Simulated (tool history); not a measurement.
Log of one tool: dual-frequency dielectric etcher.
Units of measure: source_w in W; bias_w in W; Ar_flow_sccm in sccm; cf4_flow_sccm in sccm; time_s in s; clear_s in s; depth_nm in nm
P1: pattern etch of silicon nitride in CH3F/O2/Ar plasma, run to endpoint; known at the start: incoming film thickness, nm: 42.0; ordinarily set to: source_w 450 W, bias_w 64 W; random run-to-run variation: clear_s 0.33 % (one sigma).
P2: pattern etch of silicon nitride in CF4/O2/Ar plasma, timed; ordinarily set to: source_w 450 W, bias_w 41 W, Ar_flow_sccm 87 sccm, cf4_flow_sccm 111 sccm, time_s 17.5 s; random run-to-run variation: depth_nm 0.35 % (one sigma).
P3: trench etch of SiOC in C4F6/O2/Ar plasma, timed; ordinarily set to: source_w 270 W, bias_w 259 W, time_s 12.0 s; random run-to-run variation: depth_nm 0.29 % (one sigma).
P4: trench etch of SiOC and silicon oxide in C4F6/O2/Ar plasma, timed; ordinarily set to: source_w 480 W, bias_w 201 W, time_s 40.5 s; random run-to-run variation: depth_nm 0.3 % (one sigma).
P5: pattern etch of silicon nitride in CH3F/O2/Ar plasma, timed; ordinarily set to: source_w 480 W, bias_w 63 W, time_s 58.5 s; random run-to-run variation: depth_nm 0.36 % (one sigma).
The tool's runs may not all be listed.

run   hour  process  source_w  bias_w  Ar_flow_sccm  cf4_flow_sccm  time_s  hours since the last wet clean  hours since the last source power generator calibration  hours since the last bias power generator calibration  clear_s  depth_nm
  1    8.6       P1       450      64                                                                321.6                                                   2672.5                                                 1144.1   58.286
  2   18.1       P2       450      41           106            111    17.5                           331.1                                                   2682.0                                                 1153.6             28.017
  3   26.3       P1       290      64                                                                339.3                                                   2690.2                                                 1161.8   68.529
  4   37.5       P1       450      77                                                                350.5                                                   2701.4                                                 1173.0   54.964
  5   43.7       P2       450      41            87            111    10.0                           356.7                                                   2707.6                                                 1179.2             16.410
      46.7  -- source power generator calibrated
  6   49.6       P4       480     201                                 54.5                           362.6                                                      3.0                                                 1185.1            124.620
  7   57.4       P1       450      64                                                                370.4                                                     10.8                                                 1192.9   58.241
  8   65.4       P2       550      41            87            111    17.5                           378.4                                                     18.8                                                 1200.9             34.047
  9   76.2       P1       450      40                                                                389.2                                                     29.6                                                 1211.7   67.259
 10   85.5       P1       450      64                                                                398.5                                                     38.9                                                 1221.0   58.492
 11   92.6       P3       320     259                                 12.0                           405.6                                                     46.0                                                 1228.1             26.207
 12  103.6       P4       300     201                                 40.5                           416.6                                                     57.0                                                 1239.1             77.097
 13  109.4       P1       270      46                                                                422.4                                                     62.8                                                 1244.9   78.487
 14  118.9       P2       450      41            87            111    17.5                           431.9                                                     72.3                                                 1254.4             28.833
 15  127.3       P5       480      51                                 58.5                           440.3                                                     80.7                                                 1262.8             38.982
 16  133.8       P3       270     259                                  9.0                           446.8                                                     87.2                                                 1269.3             18.324
 17  143.3       P1       450      64                                                                456.3                                                     96.7                                                 1278.8   58.027
 18  152.6       P5       680      63                                 58.5                           465.6                                                    106.0                                                 1288.1             47.831
 19  161.9       P1       450      64                                                                474.9                                                    115.3                                                 1297.4   57.952
 20  169.7       P5       480      63                                 77.0                           482.7                                                    123.1                                                 1305.2             55.210
 21  181.0       P3       270     198                                 12.0                           494.0                                                    134.4                                                 1316.5             22.420
     182.4  -- wet clean of the chamber
 22  191.9       P2       450      57            87            111    17.5                             9.5                                                    145.3                                                 1327.4             32.418
 23  198.6       P3       270     259                                 12.0                            16.2                                                    152.0                                                 1334.1             24.530
 24  203.9       P4       480     138                                 40.5                            21.5                                                    157.3                                                 1339.4             82.601
 25  209.8       P4       480     201                                 40.5                            27.4                                                    163.2                                                 1345.3             92.587
 26  221.1       P2       450      41            87             73    17.5                            38.7                                                    174.5                                                 1356.6             27.339
 27  231.8       P1       530      64                                                                 49.4                                                    185.2                                                 1367.3   54.717
 28  237.5       P5       480      63                                 58.5                            55.1                                                    190.9                                                 1373.0             41.726
 29  247.8       P1       450      64                                                                 65.4                                                    201.2                                                 1383.3   57.953
 30  253.8       P1       450      64                                                                 71.4                                                    207.2                                                 1389.3   58.295
 31  262.0       P1       450      64                                                                 79.6                                                    215.4                                                 1397.5   58.609
 32  272.4       P1       450      64                                                                 90.0                                                    225.8                                                 1407.9   59.044
     277.1  -- wet clean of the chamber
 33  278.9       P1       450      64                                                                  1.8                                                    232.3                                                 1414.4   58.686
 34  289.7       P1       450      64                                                                 12.6                                                    243.1                                                 1425.2   58.999
 35  295.4       P1       450      64                                                                 18.3                                                    248.8                                                 1430.9   58.998
 36  301.4       P1       450      64                                                                 24.3                                                    254.8                                                 1436.9   59.062
 37  308.6       P1       450      64                                                                 31.5                                                    262.0                                                 1444.1   58.890

What P1 gives has crept off from where it sat before. The 2 causes that follow fit the log equally well, each at the size noted:
A: source power that arrives under what is set, % = 4.15
B: bias power that arrives under what is set, % = 4.83
The creep began at about hour 253.8.
Each remaining cause and why it is not a fit:
chamber walls in a state that lowers the etch rate, %: serviced after onset, at hour 277.1, with no recovery of the prior output

The list below offers 4 check runs, each averaging the results of 2 wafers, and shows each result as a question mark. For which of them would the listed causes give clearly different results?
check 1  315.8       P3       270     259                                 12.0                                                                                                                                                                  ?
check 2  315.8       P5       480      63                                 58.5                                                                                                                                                                  ?
check 3  315.8       P4       480     201                                 40.5                                                                                                                                                                  ?
check 4  315.8       P2       450      41            87            111    17.5                                                                                                                                                                  ?

If the cause were each of the candidates in turn, the checks would give the following:
  check    result    if A    if B
check 1  depth_nm  24.166  24.138
check 2  depth_nm  41.158  41.167
check 3  depth_nm  91.142  91.206
check 4  depth_nm  27.661  28.220
How far apart the two closest causes lie, in the result that separates them most: check 1 0.12 %; check 2 0.02 %; check 3 0.07 %; check 4 2 %
Check 4 distinguishes between the causes, while the remaining checks would return nearly the same result for all of them.

The results of check 4 are: depth_nm 28.278 nm. Based on these, which of the listed causes is it?

It was cause B: bias power that arrives under what is set, %.

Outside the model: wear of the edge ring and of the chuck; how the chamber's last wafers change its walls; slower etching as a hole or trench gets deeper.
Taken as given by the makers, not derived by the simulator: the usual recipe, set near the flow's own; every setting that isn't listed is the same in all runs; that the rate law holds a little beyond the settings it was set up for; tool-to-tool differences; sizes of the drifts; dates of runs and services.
